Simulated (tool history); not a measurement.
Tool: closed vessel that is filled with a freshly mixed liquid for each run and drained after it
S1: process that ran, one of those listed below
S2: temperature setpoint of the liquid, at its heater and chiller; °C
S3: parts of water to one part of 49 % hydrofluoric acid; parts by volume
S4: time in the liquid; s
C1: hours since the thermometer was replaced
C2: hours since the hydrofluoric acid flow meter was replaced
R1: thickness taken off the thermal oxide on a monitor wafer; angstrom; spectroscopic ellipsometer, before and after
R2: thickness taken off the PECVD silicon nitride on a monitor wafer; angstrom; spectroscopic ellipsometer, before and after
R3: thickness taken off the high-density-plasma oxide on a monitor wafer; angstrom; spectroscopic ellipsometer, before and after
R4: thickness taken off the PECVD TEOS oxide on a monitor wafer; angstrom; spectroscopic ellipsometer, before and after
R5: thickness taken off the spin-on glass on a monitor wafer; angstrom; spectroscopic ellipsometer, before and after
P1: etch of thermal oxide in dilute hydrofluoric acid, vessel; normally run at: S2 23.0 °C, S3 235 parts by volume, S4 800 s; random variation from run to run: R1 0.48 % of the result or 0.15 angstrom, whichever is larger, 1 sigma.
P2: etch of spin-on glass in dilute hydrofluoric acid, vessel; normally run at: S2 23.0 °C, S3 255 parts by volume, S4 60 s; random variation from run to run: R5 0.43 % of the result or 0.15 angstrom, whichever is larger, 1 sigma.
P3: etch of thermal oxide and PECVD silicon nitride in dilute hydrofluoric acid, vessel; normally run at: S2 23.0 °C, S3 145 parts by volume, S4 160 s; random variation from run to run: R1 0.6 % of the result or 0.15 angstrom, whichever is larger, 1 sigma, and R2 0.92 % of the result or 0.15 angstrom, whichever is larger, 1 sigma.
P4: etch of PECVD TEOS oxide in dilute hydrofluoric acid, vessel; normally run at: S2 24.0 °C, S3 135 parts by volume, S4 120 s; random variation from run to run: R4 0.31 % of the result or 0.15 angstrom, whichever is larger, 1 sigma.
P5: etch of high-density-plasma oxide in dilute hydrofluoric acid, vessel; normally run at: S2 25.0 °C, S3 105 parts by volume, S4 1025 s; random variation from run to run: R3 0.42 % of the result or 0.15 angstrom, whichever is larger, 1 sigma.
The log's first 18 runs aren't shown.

run 19 hour=167.6 | S1=P1 S2=23.0 S3=425 S4=800 | C1=1054.8 C2=11.1 | R1=58.6470
run 20 hour=174.8 | S1=P2 S2=23.0 S3=255 S4=60 | C1=1062.0 C2=18.3 | R5=61.903
run 21 hour=185.3 | S1=P3 S2=23.0 S3=55 S4=160 | C1=1072.5 C2=28.8 | R1=138.7400 R2=72.7530
run 22 hour=192.0 | S1=P1 S2=23.0 S3=235 S4=800 | C1=1079.2 C2=35.5 | R1=127.2600
run 23 hour=200.8 | S1=P1 S2=23.0 S3=235 S4=800 | C1=1088.0 C2=44.3 | R1=125.8700
run 24 hour=212.6 | S1=P1 S2=19.0 S3=235 S4=800 | C1=1099.8 C2=56.1 | R1=108.2400
run 25 hour=223.1 | S1=P1 S2=17.5 S3=235 S4=1245 | C1=1110.3 C2=66.6 | R1=158.5000
run 26 hour=229.1 | S1=P4 S2=24.0 S3=135 S4=120 | C1=1116.3 C2=72.6 | R4=136.330
run 27 hour=238.4 | S1=P1 S2=23.0 S3=235 S4=800 | C1=1125.6 C2=81.9 | R1=125.7300
run 28 hour=245.4 | S1=P2 S2=23.0 S3=255 S4=60 | C1=1132.6 C2=88.9 | R5=62.266
run 29 hour=256.4 | S1=P1 S2=23.0 S3=235 S4=1470 | C1=1143.6 C2=99.9 | R1=231.0200
run 30 hour=262.8 | S1=P1 S2=23.0 S3=45 S4=80 | C1=1150.0 C2=106.3 | R1=82.2020
run 31 hour=270.8 | S1=P1 S2=23.0 S3=235 S4=800 | C1=1158.0 C2=114.3 | R1=125.6000
run 32 hour=277.3 | S1=P1 S2=23.0 S3=235 S4=800 | C1=1164.5 C2=120.8 | R1=122.4600
run 33 hour=283.9 | S1=P1 S2=23.0 S3=235 S4=800 | C1=1171.1 C2=127.4 | R1=120.8400

Forecast run 34:
run 34 hour=289.3 | S1=P1 S2=23.0 S3=235 S4=800 | C1=1176.5 C2=132.8 | R1=?

{"run 34": {"R1": 119.14}}
